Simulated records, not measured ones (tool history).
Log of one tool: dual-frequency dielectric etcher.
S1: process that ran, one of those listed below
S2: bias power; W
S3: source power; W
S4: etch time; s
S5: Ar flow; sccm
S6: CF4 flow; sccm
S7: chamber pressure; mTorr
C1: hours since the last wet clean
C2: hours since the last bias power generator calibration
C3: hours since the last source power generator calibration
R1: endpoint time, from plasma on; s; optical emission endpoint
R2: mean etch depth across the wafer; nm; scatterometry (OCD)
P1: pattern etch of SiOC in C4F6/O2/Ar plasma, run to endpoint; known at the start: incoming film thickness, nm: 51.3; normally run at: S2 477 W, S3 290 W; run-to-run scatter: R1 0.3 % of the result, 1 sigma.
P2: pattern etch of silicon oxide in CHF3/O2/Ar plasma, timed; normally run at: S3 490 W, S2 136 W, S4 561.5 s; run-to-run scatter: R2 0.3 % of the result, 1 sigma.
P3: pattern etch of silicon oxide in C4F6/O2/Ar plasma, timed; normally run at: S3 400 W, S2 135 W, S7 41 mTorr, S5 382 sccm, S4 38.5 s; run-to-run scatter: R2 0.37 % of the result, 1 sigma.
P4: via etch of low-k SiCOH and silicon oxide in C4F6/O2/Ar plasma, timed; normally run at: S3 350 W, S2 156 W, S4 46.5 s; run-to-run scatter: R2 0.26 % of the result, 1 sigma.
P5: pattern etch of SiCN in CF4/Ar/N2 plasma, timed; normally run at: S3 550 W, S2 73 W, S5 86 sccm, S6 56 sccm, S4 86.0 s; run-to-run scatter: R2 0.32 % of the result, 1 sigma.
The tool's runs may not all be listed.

run 1 hour=7.6 | S1=P1 S2=477 S3=290 | C1=405.7 C2=1830.3 C3=1562.5 | R1=20.447
run 2 hour=14.0 | S1=P4 S2=156 S3=250 S4=46.5 | C1=412.1 C2=1836.7 C3=1568.9 | R2=97.338
run 3 hour=22.5 | S1=P4 S2=156 S3=350 S4=46.5 | C1=420.6 C2=1845.2 C3=1577.4 | R2=110.640
run 4 hour=28.0 | S1=P5 S2=73 S3=680 S4=86.0 S5=86 S6=56 | C1=426.1 C2=1850.7 C3=1582.9 | R2=99.341
run 5 hour=33.7 | S1=P2 S2=136 S3=490 S4=561.5 | C1=431.8 C2=1856.4 C3=1588.6 | R2=956.520
run 6 hour=39.9 | S1=P2 S2=136 S3=360 S4=561.5 | C1=438.0 C2=1862.6 C3=1594.8 | R2=852.140
run 7 hour=50.5 | S1=P1 S2=477 S3=290 | C1=448.6 C2=1873.2 C3=1605.4 | R1=20.328
run 8 hour=58.4 | S1=P3 S2=135 S3=400 S4=38.5 S5=493 S7=41 | C1=456.5 C2=1881.1 C3=1613.3 | R2=101.060
run 9 hour=69.1 | S1=P3 S2=135 S3=400 S4=52.0 S5=382 S7=41 | C1=467.2 C2=1891.8 C3=1624.0 | R2=141.290
run 10 hour=77.3 | S1=P2 S2=136 S3=490 S4=421.5 | C1=475.4 C2=1900.0 C3=1632.2 | R2=716.680
run 11 hour=85.3 | S1=P1 S2=477 S3=290 | C1=483.4 C2=1908.0 C3=1640.2 | R1=20.534
run 12 hour=91.5 | S1=P3 S2=135 S3=400 S4=38.5 S5=382 S7=55 | C1=489.6 C2=1914.2 C3=1646.4 | R2=101.380
run 13 hour=101.9 | S1=P4 S2=95 S3=350 S4=46.5 | C1=500.0 C2=1924.6 C3=1656.8 | R2=95.346
run 14 hour=111.3 | S1=P5 S2=73 S3=550 S4=86.0 S5=86 S6=56 | C1=509.4 C2=1934.0 C3=1666.2 | R2=82.962
run 15 hour=116.4 | S1=P5 S2=73 S3=550 S4=122.0 S5=86 S6=56 | C1=514.5 C2=1939.1 C3=1671.3 | R2=117.880
run 16 hour=122.6 | S1=P5 S2=73 S3=550 S4=86.0 S5=104 S6=56 | C1=520.7 C2=1945.3 C3=1677.5 | R2=80.934
run 17 hour=133.1 | S1=P1 S2=477 S3=200 | C1=531.2 C2=1955.8 C3=1688.0 | R1=23.507
run 18 hour=141.0 | S1=P3 S2=178 S3=400 S4=38.5 S5=382 S7=41 | C1=539.1 C2=1963.7 C3=1695.9 | R2=112.930
run 19 hour=150.0 | S1=P3 S2=135 S3=510 S4=38.5 S5=382 S7=41 | C1=548.1 C2=1972.7 C3=1704.9 | R2=114.870
run 20 hour=161.3 | S1=P4 S2=156 S3=350 S4=59.5 | C1=559.4 C2=1984.0 C3=1716.2 | R2=141.630
run 21 hour=172.4 | S1=P3 S2=135 S3=400 S4=38.5 S5=382 S7=41 | C1=570.5 C2=1995.1 C3=1727.3 | R2=103.940
run 22 hour=178.0 | S1=P2 S2=136 S3=490 S4=561.5 | C1=576.1 C2=2000.7 C3=1732.9 | R2=952.580
run 23 hour=186.5 | S1=P5 S2=73 S3=550 S4=86.0 S5=86 S6=56 | C1=584.6 C2=2009.2 C3=1741.4 | R2=82.704
run 24 hour=196.8 | S1=P5 S2=91 S3=550 S4=86.0 S5=86 S6=56 | C1=594.9 C2=2019.5 C3=1751.7 | R2=90.131

The next listed run, before its measurement:
run 25 hour=205.3 | S1=P1 S2=477 S3=290 | C1=603.4 C2=2028.0 C3=1760.2 | R1=?

{"run 25": {"R1": 20.538}}
